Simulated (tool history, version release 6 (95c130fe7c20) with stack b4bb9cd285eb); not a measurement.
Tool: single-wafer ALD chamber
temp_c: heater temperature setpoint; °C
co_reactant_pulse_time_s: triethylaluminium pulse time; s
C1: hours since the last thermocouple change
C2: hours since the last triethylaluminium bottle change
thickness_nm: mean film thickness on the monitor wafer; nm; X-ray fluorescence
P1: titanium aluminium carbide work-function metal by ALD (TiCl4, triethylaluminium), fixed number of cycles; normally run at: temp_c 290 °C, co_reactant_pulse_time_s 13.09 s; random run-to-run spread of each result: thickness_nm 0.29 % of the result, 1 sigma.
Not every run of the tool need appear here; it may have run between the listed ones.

{"run": 1, "day": 0.588, "temp_c": 290, "co_reactant_pulse_time_s": 13.09, "C1": 474.2, "C2": 798.6, "thickness_nm": 1.8595}
{"run": 2, "day": 0.933, "temp_c": 315, "co_reactant_pulse_time_s": 13.09, "C1": 482.5, "C2": 806.9, "thickness_nm": 2.0765}
{"run": 3, "day": 1.508, "temp_c": 290, "co_reactant_pulse_time_s": 13.09, "C1": 496.3, "C2": 820.7, "thickness_nm": 1.8687}
{"run": 4, "day": 2.096, "temp_c": 265, "co_reactant_pulse_time_s": 13.09, "C1": 510.4, "C2": 834.8, "thickness_nm": 1.655}
{"run": 5, "day": 2.667, "temp_c": 290, "co_reactant_pulse_time_s": 13.09, "C1": 524.1, "C2": 848.5, "thickness_nm": 1.861}
{"run": 6, "day": 3.188, "temp_c": 290, "co_reactant_pulse_time_s": 13.09, "C1": 536.6, "C2": 861, "thickness_nm": 1.8719}
{"run": 7, "day": 3.658, "temp_c": 290, "co_reactant_pulse_time_s": 6.95, "C1": 547.9, "C2": 872.3, "thickness_nm": 1.7044}
{"run": 8, "day": 4.275, "temp_c": 290, "co_reactant_pulse_time_s": 21.7, "C1": 562.7, "C2": 887.1, "thickness_nm": 1.8801}
{"run": 9, "day": 4.846, "temp_c": 266, "co_reactant_pulse_time_s": 18.7, "C1": 576.4, "C2": 900.8, "thickness_nm": 1.6782}
{"run": 10, "day": 5.512, "temp_c": 305, "co_reactant_pulse_time_s": 21.25, "C1": 592.4, "C2": 916.8, "thickness_nm": 2.0117}
{"run": 11, "day": 6.162, "temp_c": 290, "co_reactant_pulse_time_s": 13.09, "C1": 608, "C2": 932.4, "thickness_nm": 1.8561}
{"run": 12, "day": 6.529, "temp_c": 279, "co_reactant_pulse_time_s": 9.42, "C1": 616.8, "C2": 941.2, "thickness_nm": 1.7184}
{"run": 13, "day": 6.829, "temp_c": 290, "co_reactant_pulse_time_s": 13.09, "C1": 624, "C2": 948.4, "thickness_nm": 1.8522}
{"run": 14, "day": 7.321, "temp_c": 290, "co_reactant_pulse_time_s": 13.09, "C1": 635.8, "C2": 960.2, "thickness_nm": 1.8481}
{"run": 15, "day": 7.733, "temp_c": 290, "co_reactant_pulse_time_s": 13.09, "C1": 645.7, "C2": 970.1, "thickness_nm": 1.8334}

Expected results for the next run?
{"run": 16, "day": 8.033, "temp_c": 290, "co_reactant_pulse_time_s": 13.09, "C1": 652.9, "C2": 977.3, "thickness_nm": "?"}

{"run 16": {"thickness_nm": 1.8315}}
